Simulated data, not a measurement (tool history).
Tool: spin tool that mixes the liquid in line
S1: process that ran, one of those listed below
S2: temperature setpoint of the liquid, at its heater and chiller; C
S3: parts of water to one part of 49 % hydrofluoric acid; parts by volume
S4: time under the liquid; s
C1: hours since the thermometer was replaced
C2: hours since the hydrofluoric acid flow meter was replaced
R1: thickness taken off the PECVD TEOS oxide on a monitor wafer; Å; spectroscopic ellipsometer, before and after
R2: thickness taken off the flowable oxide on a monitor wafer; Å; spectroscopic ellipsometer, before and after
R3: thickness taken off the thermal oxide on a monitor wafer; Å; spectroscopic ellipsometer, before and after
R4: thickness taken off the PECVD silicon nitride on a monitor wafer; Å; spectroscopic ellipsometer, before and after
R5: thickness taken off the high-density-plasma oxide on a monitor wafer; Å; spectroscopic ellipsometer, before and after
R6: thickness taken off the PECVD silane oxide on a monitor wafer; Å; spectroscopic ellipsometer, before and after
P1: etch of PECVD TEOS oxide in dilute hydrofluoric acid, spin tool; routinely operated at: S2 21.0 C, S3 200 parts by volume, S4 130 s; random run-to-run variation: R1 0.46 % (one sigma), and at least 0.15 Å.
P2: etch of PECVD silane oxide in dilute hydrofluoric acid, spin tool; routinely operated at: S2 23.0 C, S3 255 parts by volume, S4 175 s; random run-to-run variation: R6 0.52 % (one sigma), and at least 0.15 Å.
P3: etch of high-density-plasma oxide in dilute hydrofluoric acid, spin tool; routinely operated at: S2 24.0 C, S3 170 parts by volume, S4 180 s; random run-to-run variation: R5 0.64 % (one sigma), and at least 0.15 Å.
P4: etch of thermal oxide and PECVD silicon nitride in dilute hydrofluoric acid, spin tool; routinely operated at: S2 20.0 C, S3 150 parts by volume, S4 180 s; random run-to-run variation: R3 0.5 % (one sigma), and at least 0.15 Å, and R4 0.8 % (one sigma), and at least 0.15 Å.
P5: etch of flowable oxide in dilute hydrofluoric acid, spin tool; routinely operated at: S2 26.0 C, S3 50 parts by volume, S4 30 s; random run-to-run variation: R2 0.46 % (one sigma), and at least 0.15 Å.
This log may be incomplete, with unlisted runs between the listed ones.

run    day  S1    S2   S3   S4      C1      C2       R1      R2      R3      R4       R5      R6
  1  0.112  P1  21.0  200  130  1044.1  1378.8   65.368
  2  0.250  P5  33.0   50   30  1047.4  1382.1           259.38
  3  0.425  P5  26.0   50   30  1051.6  1386.3           197.19
  4  0.533  P1  21.0  200  130  1054.2  1388.9   65.127
  5  0.675  P4  20.0  215  180  1057.6  1392.3                   32.506  20.619
  6  0.767  P4  20.0  150  180  1059.8  1394.5                   49.506  28.998
  7  0.929  P3  24.0   65  180  1063.7  1398.4                                   150.360
  8  1.050  P3  29.0  170  180  1066.6  1401.3                                    61.691
  9  1.229  P3  24.0  170  180  1070.9  1405.6                                    50.800
 10  1.346  P1  27.5  200  130  1073.7  1408.4   83.518
 11  1.446  P5  26.0   50   30  1076.1  1410.8           197.59
 12  1.571  P2  23.0  255  315  1079.1  1413.8                                            243.41
 13  1.717  P3  24.0  170   15  1082.6  1417.3                                     4.358
 14  1.808  P1  21.0  200  190  1084.8  1419.5   97.088
 15  1.912  P1  17.0   65  130  1087.3  1422.0  197.920
 16  2.075  P4  20.0  150   80  1091.2  1425.9                   21.967  12.813
 17  2.250  P1  21.0  200   70  1095.4  1430.1   35.350
 18  2.333  P4  24.0  150  180  1097.4  1432.1                   57.662  37.823
 19  2.450  P2  23.0  255  175  1100.2  1434.9                                            136.99
 20  2.583  P1  17.0  200  130  1103.4  1438.1   56.052
 21  2.692  P1  21.0  200  130  1106.0  1440.7   65.807
 22  2.792  P4  20.0  150  180  1108.4  1443.1                   49.897  29.026
 23  2.942  P1  21.0  200  130  1112.0  1446.7   65.988
 24  3.108  P5  26.0   75   30  1116.0  1450.7           127.17
 25  3.271  P1  21.0   95  130  1119.9  1454.6  154.730
 26  3.408  P1  21.0  200  130  1123.2  1457.9   65.661
 27  3.554  P2  23.0   50  175  1126.7  1461.4                                            876.40
 28  3.638  P2  30.5  255  175  1128.7  1463.4                                            176.57
 29  3.750  P5  26.0   50   55  1131.4  1466.1           359.54
 30  3.883  P1  21.0  200  130  1134.6  1469.3   65.548
 31  4.050  P1  21.0  300  130  1138.6  1473.3   39.769
 32  4.129  P1  21.0  200  130  1140.5  1475.2   66.068
 33  4.271  P1  21.0  200  130  1143.9  1478.6   64.022
 34  4.371  P1  21.0  200  130  1146.3  1481.0   63.120
 35  4.546  P1  21.0  200  130  1150.5  1485.2   62.154
 36  4.638  P1  21.0  200  130  1152.7  1487.4   62.356
 37  4.738  P1  21.0  200  130  1155.1  1489.8   61.895
 38  4.900  P1  21.0  200  130  1159.0  1493.7   61.762
 39  4.992  P1  21.0  200  130  1161.2  1495.9   61.518

P1 no longer gives what it gave before; its output has crept away from where it was. The following 2 causes, each at its listed size, fit the log equally well:
A: liquid colder than its thermometer reads (K) = 1.51
B: hydrofluoric acid flow below the setpoint (%) = 4.68
At approximately day 4.129, the process output began to creep.

Which of the 4 check runs listed below, each an average over 3 wafers with its results shown as question marks, gives clearly different results under the different listed causes?
check 1  5.083  P2  23.0  100  175                               ?
check 2  5.083  P3  27.0   75  180                           ?
check 3  5.083  P4  23.0  205  180                   ?   ?
check 4  5.083  P5  32.5   50   55               ?

Check results expected under each cause:
  check  result     if A     if B
check 1      R6   386.45   389.16
check 2      R5  137.810  138.750
check 3      R3   36.284   36.222
check 3      R4   23.783   24.993
check 4      R2   441.08   444.00
Distance between the nearest two causes, measured in the result of the check that separates them most: check 1 0.7 %; check 2 0.69 %; check 3 4.96 %; check 4 0.66 %
Of the check runs offered, only check 3 discriminates between the causes; the rest would read about the same regardless of which cause applies.

After running check 3, the following was obtained: R3 36.283 Å; R4 25.202 Å. Which cause does this point to?

The correct cause is B, namely: hydrofluoric acid flow below the setpoint (%).
